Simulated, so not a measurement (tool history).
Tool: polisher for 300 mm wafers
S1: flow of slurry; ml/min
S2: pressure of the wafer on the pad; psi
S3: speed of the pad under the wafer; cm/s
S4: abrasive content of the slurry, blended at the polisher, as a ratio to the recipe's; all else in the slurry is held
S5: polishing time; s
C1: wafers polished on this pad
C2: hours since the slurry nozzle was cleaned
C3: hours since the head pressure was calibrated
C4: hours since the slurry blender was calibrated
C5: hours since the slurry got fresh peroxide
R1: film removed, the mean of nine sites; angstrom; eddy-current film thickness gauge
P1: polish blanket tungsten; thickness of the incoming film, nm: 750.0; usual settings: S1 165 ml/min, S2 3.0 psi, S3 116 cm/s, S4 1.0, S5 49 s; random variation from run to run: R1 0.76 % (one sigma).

Run 1, hour 9.5: S1 165 ml/min, S2 3.0 psi, S3 116 cm/s, S4 1.0, S5 49 s; C1 484; C2 454.0; C3 469.1; C4 72.1; C5 121.6. Result: R1 2488.0 angstrom.
Run 2, hour 16.4: S1 165 ml/min, S2 3.0 psi, S3 116 cm/s, S4 1.0, S5 49 s; C1 535; C2 460.9; C3 476.0; C4 79.0; C5 128.5. Result: R1 2487.7 angstrom.
Run 3, hour 25.4: S1 165 ml/min, S2 3.0 psi, S3 116 cm/s, S4 1.0, S5 76 s; C1 603; C2 469.9; C3 485.0; C4 88.0; C5 137.5. Result: R1 3781.2 angstrom.
Run 4, hour 35.3: S1 165 ml/min, S2 3.0 psi, S3 182 cm/s, S4 1.0, S5 49 s; C1 677; C2 479.8; C3 494.9; C4 97.9; C5 147.4. Result: R1 3922.2 angstrom.
Run 5, hour 47.8: S1 165 ml/min, S2 3.0 psi, S3 116 cm/s, S4 1.0, S5 49 s; C1 771; C2 492.3; C3 507.4; C4 110.4; C5 159.9. Result: R1 2465.0 angstrom.
Run 6, hour 59.5: S1 165 ml/min, S2 4.5 psi, S3 116 cm/s, S4 1.0, S5 49 s; C1 859; C2 504.0; C3 519.1; C4 122.1; C5 171.6. Result: R1 3757.2 angstrom.
Run 7, hour 66.8: S1 165 ml/min, S2 3.0 psi, S3 116 cm/s, S4 1.0, S5 49 s; C1 914; C2 511.3; C3 526.4; C4 129.4; C5 178.9. Result: R1 2458.9 angstrom.
Run 8, hour 77.8: S1 165 ml/min, S2 3.0 psi, S3 116 cm/s, S4 1.3, S5 49 s; C1 996; C2 522.3; C3 537.4; C4 140.4; C5 189.9. Result: R1 2655.2 angstrom.
Run 9, hour 89.4: S1 165 ml/min, S2 3.0 psi, S3 116 cm/s, S4 1.0, S5 49 s; C1 1083; C2 533.9; C3 549.0; C4 152.0; C5 201.5. Result: R1 2507.3 angstrom.
Run 10, hour 96.3: S1 165 ml/min, S2 3.0 psi, S3 74 cm/s, S4 1.0, S5 49 s; C1 1135; C2 540.8; C3 555.9; C4 158.9; C5 208.4. Result: R1 1576.4 angstrom.
Run 11, hour 105.7: S1 165 ml/min, S2 3.0 psi, S3 116 cm/s, S4 1.0, S5 26 s; C1 1206; C2 550.2; C3 565.3; C4 168.3; C5 217.8. Result: R1 1304.4 angstrom.
Run 12, hour 118.0: S1 165 ml/min, S2 4.1 psi, S3 164 cm/s, S4 1.0, S5 49 s; C1 1298; C2 562.5; C3 577.6; C4 180.6; C5 230.1. Result: R1 4802.7 angstrom.

Forecast run 13:
At hour 124.5: slurry tank refilled with fresh slurry and peroxide.
Run 13, hour 124.5: S1 245 ml/min, S2 3.0 psi, S3 116 cm/s, S4 1.0, S5 49 s; C1 1347; C2 569.0; C3 584.1; C4 187.1; C5 0.0. Result: R1 ?.

Run 13 gave R1 2648.2 angstrom.

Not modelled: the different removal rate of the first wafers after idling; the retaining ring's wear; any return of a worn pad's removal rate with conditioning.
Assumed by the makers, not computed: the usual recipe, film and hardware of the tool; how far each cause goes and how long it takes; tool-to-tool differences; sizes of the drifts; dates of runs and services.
